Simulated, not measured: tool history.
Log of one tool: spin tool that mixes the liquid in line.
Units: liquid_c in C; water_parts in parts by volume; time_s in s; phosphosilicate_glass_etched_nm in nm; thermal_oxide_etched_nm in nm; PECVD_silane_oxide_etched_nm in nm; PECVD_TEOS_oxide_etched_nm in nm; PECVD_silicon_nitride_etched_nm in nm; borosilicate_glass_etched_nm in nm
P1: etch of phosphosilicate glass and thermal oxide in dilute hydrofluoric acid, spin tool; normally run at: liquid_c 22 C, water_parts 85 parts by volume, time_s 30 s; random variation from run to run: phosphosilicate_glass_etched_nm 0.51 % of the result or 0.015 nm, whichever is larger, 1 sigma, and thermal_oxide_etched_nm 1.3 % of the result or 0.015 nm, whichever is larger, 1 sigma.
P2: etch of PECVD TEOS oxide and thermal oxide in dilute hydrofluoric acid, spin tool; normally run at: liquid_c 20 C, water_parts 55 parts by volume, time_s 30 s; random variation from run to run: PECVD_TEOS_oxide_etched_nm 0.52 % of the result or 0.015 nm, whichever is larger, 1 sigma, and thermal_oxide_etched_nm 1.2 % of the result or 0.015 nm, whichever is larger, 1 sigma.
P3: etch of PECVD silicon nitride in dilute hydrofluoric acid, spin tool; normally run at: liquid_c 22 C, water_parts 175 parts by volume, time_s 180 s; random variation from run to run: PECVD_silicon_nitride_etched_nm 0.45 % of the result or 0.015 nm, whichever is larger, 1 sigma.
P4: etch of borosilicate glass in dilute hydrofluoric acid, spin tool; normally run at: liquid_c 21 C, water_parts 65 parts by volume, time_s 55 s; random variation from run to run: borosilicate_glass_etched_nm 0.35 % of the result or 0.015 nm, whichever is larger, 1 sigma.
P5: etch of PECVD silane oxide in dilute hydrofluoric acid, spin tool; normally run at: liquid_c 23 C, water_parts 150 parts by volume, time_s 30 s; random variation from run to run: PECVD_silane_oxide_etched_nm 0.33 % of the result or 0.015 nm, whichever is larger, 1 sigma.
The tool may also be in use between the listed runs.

run   hour  process  liquid_c  water_parts  time_s  hours since the thermometer was replaced  hours since the hydrofluoric acid flow meter was replaced  phosphosilicate_glass_etched_nm  thermal_oxide_etched_nm  PECVD_silane_oxide_etched_nm  PECVD_TEOS_oxide_etched_nm  PECVD_silicon_nitride_etched_nm  borosilicate_glass_etched_nm
  1    9.3       P1        22           85      30                                       850                                                      457.2                           38.408                   1.6436
  2     19       P1        22           85      15                                     859.7                                                      466.9                           19.064                  0.82351
  3   27.7       P1        22          120      30                                     868.4                                                      475.6                           25.972                   1.1009
  4   38.4       P1        17           85      15                                     879.1                                                      486.3                           15.511                  0.67599
  5   46.9       P5        23          150      50                                     887.6                                                      494.8                                                                                  15.073
  6   59.7       P2        20           20      30                                     900.4                                                      507.6                                                    6.4246                                                    32.475
  7   66.1       P1        22           85      30                                     906.8                                                        514                           37.732                   1.6193
  8   75.1       P3        22          265     180                                     915.8                                                        523                                                                                                                                               3.1652
  9   82.7       P2        20           55      60                                     923.4                                                      530.6                                                    4.5371                                                    22.702
 10     94       P4        21           25      55                                     934.7                                                      541.9                                                                                                                                                                             39.993
 11  101.4       P1        22           85      30                                     942.1                                                      549.3                           38.045                    1.599
 12  111.4       P4        21           65      20                                     952.1                                                      559.3                                                                                                                                                                              5.367
 13  121.2       P4        21           65      55                                     961.9                                                      569.1                                                                                                                                                                             14.688
 14    128       P4        28           65      55                                     968.7                                                      575.9                                                                                                                                                                             19.487
 15  140.5       P5        23          250      30                                     981.2                                                      588.4                                                                                  4.9162
 16  150.4       P1        22           85      30                                     991.1                                                      598.3                           38.431                   1.6192
     155.3  -- thermometer replaced
 17  160.8       P1        17           85      30                                       5.5                                                      608.7                           30.963                   1.3317
 18  169.1       P2      25.5           55      30                                      13.8                                                        617                                                    2.8205                                                    14.175
 19  182.7       P1        22           30      30                                      27.4                                                      630.6                           115.75                   4.9504
 20  191.2       P1        22           85      30                                      35.9                                                      639.1                           38.164                   1.6053
 21    201       P3        22          175     180                                      45.7                                                      648.9                                                                                                                                               4.7793
 22  211.4       P1        22           85      50                                      56.1                                                      659.3                           64.136                   2.6649
 23  221.6       P1        22           85      30                                      66.3                                                      669.5                           38.197                   1.5827
 24  228.8       P1        27           85      30                                      73.5                                                      676.7                           46.459                   1.9421
 25  235.9       P3        22          175      15                                      80.6                                                      683.8                                                                                                                                              0.38989
 26  246.7       P4        21           65      55                                      91.4                                                      694.6                                                                                                                                                                             14.632
 27  258.2       P2        20           55      30                                     102.9                                                      706.1                                                    2.2491                                                    11.249
     264.7  -- hydrofluoric acid flow meter replaced
 28  266.2       P1        22           85      30                                     110.9                                                        1.6                           38.468                   1.6527
 29  272.5       P5        23          150      30                                     117.2                                                        7.9                                                                                  9.0799
 30  282.5       P5        17          150      30                                     127.2                                                       17.9                                                                                  7.1973
 31  295.7       P3        17          175     180                                     140.4                                                       31.1                                                                                                                                               3.4092
 32  306.4       P1        22           85      30                                     151.1                                                       41.8                           38.176                    1.619

Run 33 comes next. What will it give?
 33   314       P1        22           85      30                                     158.7                                                       49.4                                ?                        ?

phosphosilicate_glass_etched_nm: 39.077 nm
thermal_oxide_etched_nm: 1.6566 nm
